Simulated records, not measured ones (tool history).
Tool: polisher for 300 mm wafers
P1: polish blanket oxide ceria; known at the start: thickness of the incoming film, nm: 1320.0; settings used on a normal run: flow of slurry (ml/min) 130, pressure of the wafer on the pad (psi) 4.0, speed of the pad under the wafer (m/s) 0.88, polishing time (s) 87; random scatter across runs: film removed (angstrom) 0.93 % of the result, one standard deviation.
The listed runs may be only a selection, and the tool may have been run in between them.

| run | hour | flow of slurry (ml/min) | pressure of the wafer on the pad (psi) | speed of the pad under the wafer (m/s) | polishing time (s) | wafers polished on this pad | hours since the slurry nozzle was cleaned | hours since the head pressure was calibrated | film removed (angstrom) |
|---|---|---|---|---|---|---|---|---|---|
| 1 | 9.9 | 130 | 4.0 | 0.88 | 87 | 654 | 218.2 | 432.7 | 3832.6 |
| 2 | 23.8 | 130 | 1.9 | 0.88 | 87 | 785 | 232.1 | 446.6 | 1828.4 |
| 3 | 35.8 | 205 | 4.0 | 0.88 | 87 | 897 | 244.1 | 458.6 | 4188.9 |
|  | 36.3 | head pressure recalibrated |
| 4 | 42.6 | 80 | 4.0 | 0.88 | 87 | 961 | 250.9 | 6.3 | 3485.3 |
| 5 | 54.1 | 130 | 4.0 | 1.36 | 87 | 1069 | 262.4 | 17.8 | 5920.7 |
| 6 | 66.3 | 130 | 4.0 | 0.88 | 87 | 1184 | 274.6 | 30.0 | 3913.6 |
| 7 | 76.2 | 130 | 4.0 | 0.88 | 87 | 1277 | 284.5 | 39.9 | 3847.4 |
| 8 | 89.9 | 130 | 4.0 | 0.88 | 133 | 1406 | 298.2 | 53.6 | 5876.6 |
| 9 | 103.8 | 130 | 4.0 | 0.48 | 87 | 1536 | 312.1 | 67.5 | 2103.6 |
| 10 | 115.7 | 130 | 4.0 | 0.88 | 87 | 1648 | 324.0 | 79.4 | 3802.9 |
| 11 | 124.4 | 130 | 4.0 | 0.88 | 87 | 1730 | 332.7 | 88.1 | 3854.1 |
| 12 | 132.5 | 130 | 6.3 | 0.88 | 87 | 1806 | 340.8 | 96.2 | 6238.2 |
| 13 | 144.8 | 130 | 4.0 | 0.88 | 87 | 1922 | 353.1 | 108.5 | 3888.5 |
| 14 | 154.9 | 130 | 4.0 | 0.88 | 47 | 2017 | 363.2 | 118.6 | 2071.5 |
| 15 | 163.9 | 130 | 4.0 | 0.88 | 87 | 2101 | 372.2 | 127.6 | 3850.2 |
| 16 | 175.5 | 80 | 1.9 | 0.88 | 87 | 2210 | 383.8 | 139.2 | 1617.3 |
| 17 | 186.8 | 130 | 4.0 | 0.88 | 87 | 2316 | 395.1 | 150.5 | 3845.3 |

What will run 18 give?
| 18 | 200.6 | 130 | 4.0 | 0.88 | 87 | 2446 | 408.9 | 164.3 | ? |

Run 18 came out at film removed (angstrom) 3601.4.
